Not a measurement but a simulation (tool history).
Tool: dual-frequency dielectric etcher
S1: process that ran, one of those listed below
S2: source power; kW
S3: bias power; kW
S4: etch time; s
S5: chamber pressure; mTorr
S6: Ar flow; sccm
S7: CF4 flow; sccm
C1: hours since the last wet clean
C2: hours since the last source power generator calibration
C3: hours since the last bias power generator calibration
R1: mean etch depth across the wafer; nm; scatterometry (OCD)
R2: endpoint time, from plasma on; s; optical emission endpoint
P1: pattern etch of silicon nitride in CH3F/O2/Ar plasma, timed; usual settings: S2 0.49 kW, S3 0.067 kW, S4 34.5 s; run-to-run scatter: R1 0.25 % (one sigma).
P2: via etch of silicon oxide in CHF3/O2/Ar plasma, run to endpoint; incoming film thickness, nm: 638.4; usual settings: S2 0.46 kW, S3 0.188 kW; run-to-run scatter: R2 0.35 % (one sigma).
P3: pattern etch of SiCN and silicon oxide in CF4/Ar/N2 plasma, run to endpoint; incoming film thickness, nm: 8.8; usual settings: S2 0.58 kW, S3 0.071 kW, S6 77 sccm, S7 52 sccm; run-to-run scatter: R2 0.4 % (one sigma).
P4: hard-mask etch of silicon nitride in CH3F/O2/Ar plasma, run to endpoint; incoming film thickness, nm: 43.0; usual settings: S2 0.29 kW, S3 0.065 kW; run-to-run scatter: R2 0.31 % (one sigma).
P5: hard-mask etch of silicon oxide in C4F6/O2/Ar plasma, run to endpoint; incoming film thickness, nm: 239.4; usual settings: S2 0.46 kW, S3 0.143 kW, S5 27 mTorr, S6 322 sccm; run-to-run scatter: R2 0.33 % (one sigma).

run 1 hour=4.9 | S1=P1 S2=0.49 S3=0.067 S4=34.5 | C1=256.7 C2=415.1 C3=1622.5 | R1=24.201
run 2 hour=11 | S1=P1 S2=0.41 S3=0.044 S4=34.5 | C1=262.8 C2=421.2 C3=1628.6 | R1=19.718
run 3 hour=16.6 | S1=P5 S2=0.46 S3=0.143 S5=36 S6=322 | C1=268.4 C2=426.8 C3=1634.2 | R2=78.178
run 4 hour=19.8 | S1=P5 S2=0.46 S3=0.143 S5=27 S6=322 | C1=271.6 C2=430 C3=1637.4 | R2=75.432
run 5 hour=23.8 | S1=P1 S2=0.3 S3=0.067 S4=26.5 | C1=275.6 C2=434 C3=1641.4 | R1=15.472
run 6 hour=29 | S1=P1 S2=0.49 S3=0.044 S4=42 | C1=280.8 C2=439.2 C3=1646.6 | R1=25.876
run 7 hour=35.2 | S1=P3 S2=0.77 S3=0.071 S6=77 S7=52 | C1=287 C2=445.4 C3=1652.8 | R2=6.2853
run 8 hour=40.4 | S1=P4 S2=0.29 S3=0.048 | C1=292.2 C2=450.6 C3=1658 | R2=81.208
run 9 hour=43.1 | S1=P1 S2=0.49 S3=0.067 S4=48.5 | C1=294.9 C2=453.3 C3=1660.7 | R1=33.971
run 10 hour=46.3 | S1=P3 S2=0.58 S3=0.071 S6=77 S7=34 | C1=298.1 C2=456.5 C3=1663.9 | R2=8.5459
run 11 hour=50.2 | S1=P2 S2=0.46 S3=0.12 | C1=302 C2=460.4 C3=1667.8 | R2=413.62
run 12 hour=55.4 | S1=P1 S2=0.69 S3=0.067 S4=34.5 | C1=307.2 C2=465.6 C3=1673 | R1=27.69
run 13 hour=60.6 | S1=P4 S2=0.36 S3=0.065 | C1=312.4 C2=470.8 C3=1678.2 | R2=67.178
run 14 hour=64.2 | S1=P1 S2=0.33 S3=0.067 S4=34.5 | C1=316 C2=474.4 C3=1681.8 | R1=20.711
run 15 hour=68.6 | S1=P1 S2=0.49 S3=0.067 S4=34.5 | C1=320.4 C2=478.8 C3=1686.2 | R1=24.22
run 16 hour=74.4 | S1=P1 S2=0.49 S3=0.067 S4=34.5 | C1=326.2 C2=484.6 C3=1692 | R1=24.176
run 17 hour=77.7 | S1=P3 S2=0.58 S3=0.071 S6=77 S7=52 | C1=329.5 C2=487.9 C3=1695.3 | R2=7.9975
run 18 hour=81 | S1=P3 S2=0.58 S3=0.047 S6=77 S7=52 | C1=332.8 C2=491.2 C3=1698.6 | R2=9.1419
-- hour=85.5 bias power generator calibrated
run 19 hour=87 | S1=P5 S2=0.46 S3=0.143 S5=27 S6=435 | C1=338.8 C2=497.2 C3=1.6 | R2=77.798
run 20 hour=90 | S1=P5 S2=0.46 S3=0.086 S5=27 S6=322 | C1=341.8 C2=500.2 C3=4.6 | R2=86.712
run 21 hour=96 | S1=P1 S2=0.49 S3=0.067 S4=34.5 | C1=347.8 C2=506.2 C3=10.6 | R1=24.236
run 22 hour=99.7 | S1=P1 S2=0.49 S3=0.048 S4=34.5 | C1=351.5 C2=509.9 C3=14.3 | R1=21.71
run 23 hour=105.7 | S1=P1 S2=0.49 S3=0.067 S4=22.5 | C1=357.5 C2=515.9 C3=20.3 | R1=15.832
run 24 hour=108.6 | S1=P2 S2=0.31 S3=0.188 | C1=360.4 C2=518.8 C3=23.2 | R2=412.5
run 25 hour=113 | S1=P3 S2=0.58 S3=0.071 S6=77 S7=52 | C1=364.8 C2=523.2 C3=27.6 | R2=8.0602
run 26 hour=116.6 | S1=P5 S2=0.64 S3=0.143 S5=27 S6=322 | C1=368.4 C2=526.8 C3=31.2 | R2=66.174
run 27 hour=119.8 | S1=P4 S2=0.29 S3=0.065 | C1=371.6 C2=530 C3=34.4 | R2=73.107
run 28 hour=124.7 | S1=P1 S2=0.49 S3=0.088 S4=34.5 | C1=376.5 C2=534.9 C3=39.3 | R1=26.529
run 29 hour=129.6 | S1=P2 S2=0.46 S3=0.188 | C1=381.4 C2=539.8 C3=44.2 | R2=356.29
run 30 hour=134.3 | S1=P3 S2=0.58 S3=0.071 S6=45 S7=52 | C1=386.1 C2=544.5 C3=48.9 | R2=7.4545
run 31 hour=137.9 | S1=P1 S2=0.49 S3=0.067 S4=34.5 | C1=389.7 C2=548.1 C3=52.5 | R1=24.215
run 32 hour=142 | S1=P1 S2=0.49 S3=0.067 S4=34.5 | C1=393.8 C2=552.2 C3=56.6 | R1=24.202
run 33 hour=147.2 | S1=P1 S2=0.49 S3=0.067 S4=34.5 | C1=399 C2=557.4 C3=61.8 | R1=24.223
run 34 hour=153.4 | S1=P1 S2=0.49 S3=0.067 S4=34.5 | C1=405.2 C2=563.6 C3=68 | R1=24.417
run 35 hour=157.2 | S1=P1 S2=0.49 S3=0.067 S4=34.5 | C1=409 C2=567.4 C3=71.8 | R1=24.504
run 36 hour=162.1 | S1=P1 S2=0.49 S3=0.067 S4=34.5 | C1=413.9 C2=572.3 C3=76.7 | R1=24.474
-- hour=162.9 wet clean of the chamber
run 37 hour=165.1 | S1=P1 S2=0.49 S3=0.067 S4=34.5 | C1=2.3 C2=575.3 C3=79.7 | R1=24.538
run 38 hour=167.9 | S1=P1 S2=0.49 S3=0.067 S4=34.5 | C1=5.1 C2=578.1 C3=82.5 | R1=24.596
run 39 hour=170.9 | S1=P1 S2=0.49 S3=0.067 S4=34.5 | C1=8.1 C2=581.1 C3=85.5 | R1=24.605
run 40 hour=175.7 | S1=P1 S2=0.49 S3=0.067 S4=34.5 | C1=12.9 C2=585.9 C3=90.3 | R1=24.474
run 41 hour=180.2 | S1=P1 S2=0.49 S3=0.067 S4=34.5 | C1=17.4 C2=590.4 C3=94.8 | R1=24.722
run 42 hour=184.3 | S1=P1 S2=0.49 S3=0.067 S4=34.5 | C1=21.5 C2=594.5 C3=98.9 | R1=24.596
run 43 hour=188.7 | S1=P1 S2=0.49 S3=0.067 S4=34.5 | C1=25.9 C2=598.9 C3=103.3 | R1=24.635

What P1 gives has crept away from where it was. These 2 causes fit the log equally well, each at the size given:
A: source power that arrives over what is set, % = 4.23
B: bias power that arrives over what is set, % = 4.88
The creep began at about hour 147.2.
Why every other cause is out:
chamber walls in a state that raises the etch rate, %: serviced at hour 162.9, which brought nothing back

4 check runs are offered, each on 2 wafers whose results are averaged, their results left as question marks. Which one tells the causes apart?
run check 1 hour=193.1 | S1=P5 S2=0.46 S3=0.143 S5=27 S6=411 | R2=?
run check 2 hour=193.1 | S1=P3 S2=0.58 S3=0.071 S6=58 S7=38 | R2=?
run check 3 hour=193.1 | S1=P2 S2=0.35 S3=0.14 | R2=?
run check 4 hour=193.1 | S1=P4 S2=0.33 S3=0.056 | R2=?

What each check would give under each cause:
check=check_1 result=R2 if_A=76.221 if_B=76.391
check=check_2 result=R2 if_A=7.786 if_B=7.9485
check=check_3 result=R2 if_A=428.92 if_B=428.93
check=check_4 result=R2 if_A=71.893 if_B=71.907
How far apart the two closest causes lie, in the result that separates them most: check 1 0.22 %; check 2 2.07 %; check 3 0 %; check 4 0.02 %
Only check 2 tells the causes apart: in the others they would give nearly the same result.

Then check 2 was run and gave: R2 7.9631 s. Which cause is it?

It is B: bias power that arrives over what is set, %.
